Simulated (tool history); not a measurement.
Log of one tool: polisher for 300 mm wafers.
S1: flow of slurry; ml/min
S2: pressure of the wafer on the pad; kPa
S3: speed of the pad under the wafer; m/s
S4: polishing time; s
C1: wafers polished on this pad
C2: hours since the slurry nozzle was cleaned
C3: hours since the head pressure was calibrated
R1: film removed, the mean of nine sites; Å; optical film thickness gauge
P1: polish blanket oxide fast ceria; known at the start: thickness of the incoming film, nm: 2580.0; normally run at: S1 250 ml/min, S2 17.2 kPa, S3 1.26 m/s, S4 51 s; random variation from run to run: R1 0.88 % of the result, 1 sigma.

run,hour,S1,S2,S3,S4,C1,C2,C3,R1
1,10.2,250,17.2,1.26,51,243,465,372.4,9489.2
2,17.9,250,17.2,1.26,30,309,472.7,380.1,5471.6
3,25.4,350,17.2,1.26,65,374,480.2,387.6,12414
4,32.2,150,17.2,1.56,51,433,487,394.4,10970
5,44.4,390,17.2,1.26,51,538,499.2,406.6,9873.1
6,56.3,250,17.2,1.26,51,641,511.1,418.5,9394.6
7,65.6,250,17.2,1.92,51,721,520.4,427.8,14480
8,76.6,250,17.2,1.26,51,816,531.4,438.8,9341
9,86.9,250,8.3,1.26,51,905,541.7,449.1,4548.7
10,93.5,250,17.2,1.26,51,962,548.3,455.7,9587.6
11,101.3,250,17.2,1.26,51,1030,556.1,463.5,9411
# hour 103.5: head pressure recalibrated
12,113.1,150,17.2,1.26,51,1132,567.9,9.6,8827.8
13,118.9,250,25.5,1.26,51,1182,573.7,15.4,14076
14,127.7,250,17.2,0.92,51,1258,582.5,24.2,6982.7
15,136.9,250,17.2,1.26,73,1337,591.7,33.4,13480
16,148.6,250,17.2,1.26,51,1438,603.4,45.1,9436.5
17,159.1,250,17.2,1.26,51,1529,613.9,55.6,9427.5
18,166,250,17.2,1.26,51,1588,620.8,62.5,9413.5
19,177.8,250,17.2,1.26,51,1690,632.6,74.3,9216.9
20,190.2,250,17.2,1.26,51,1797,645,86.7,8935.9
# hour 195.5: worn pad replaced by a new one
21,196.5,250,17.2,1.26,51,9,651.3,93,8935.2
22,202.4,250,17.2,1.26,51,60,657.2,98.9,8817.7
23,210,250,17.2,1.26,51,125,664.8,106.5,9099.9

What P1 gives has crept away from where it was. These 2 causes fit the log equally well, each at the size given:
A: head's pressure below its setpoint, % = 5.94
B: slurry flow missing at the pad, % = 36.7
The creep began at about hour 159.1.
Why every other cause is out:
removal rate lost through wear of the pad, %: serviced at hour 195.5, which brought nothing back

4 check runs are offered, each on 3 wafers whose results are averaged, their results left as question marks. Which one tells the causes apart?
check 1,217.6,150,24.8,1.26,51,,,,?
check 2,217.6,250,12.4,1.26,51,,,,?
check 3,217.6,250,9,1.88,51,,,,?
check 4,217.6,250,17.2,1.26,69,,,,?

What each check would give under each cause:
check,result,if A,if B
check 1,R1,11938,11506
check 2,R1,6403.6,6403.3
check 3,R1,6900.6,6900.2
check 4,R1,12033,12032
How far apart the two closest causes lie, in the result that separates them most: check 1 3.68 %; check 2 0 %; check 3 0 %; check 4 0 %
Only check 1 tells the causes apart: in the others they would give nearly the same result.

Check 1 was then run and gave: R1 11476 Å. Which cause is it?

It is B: slurry flow missing at the pad, %.

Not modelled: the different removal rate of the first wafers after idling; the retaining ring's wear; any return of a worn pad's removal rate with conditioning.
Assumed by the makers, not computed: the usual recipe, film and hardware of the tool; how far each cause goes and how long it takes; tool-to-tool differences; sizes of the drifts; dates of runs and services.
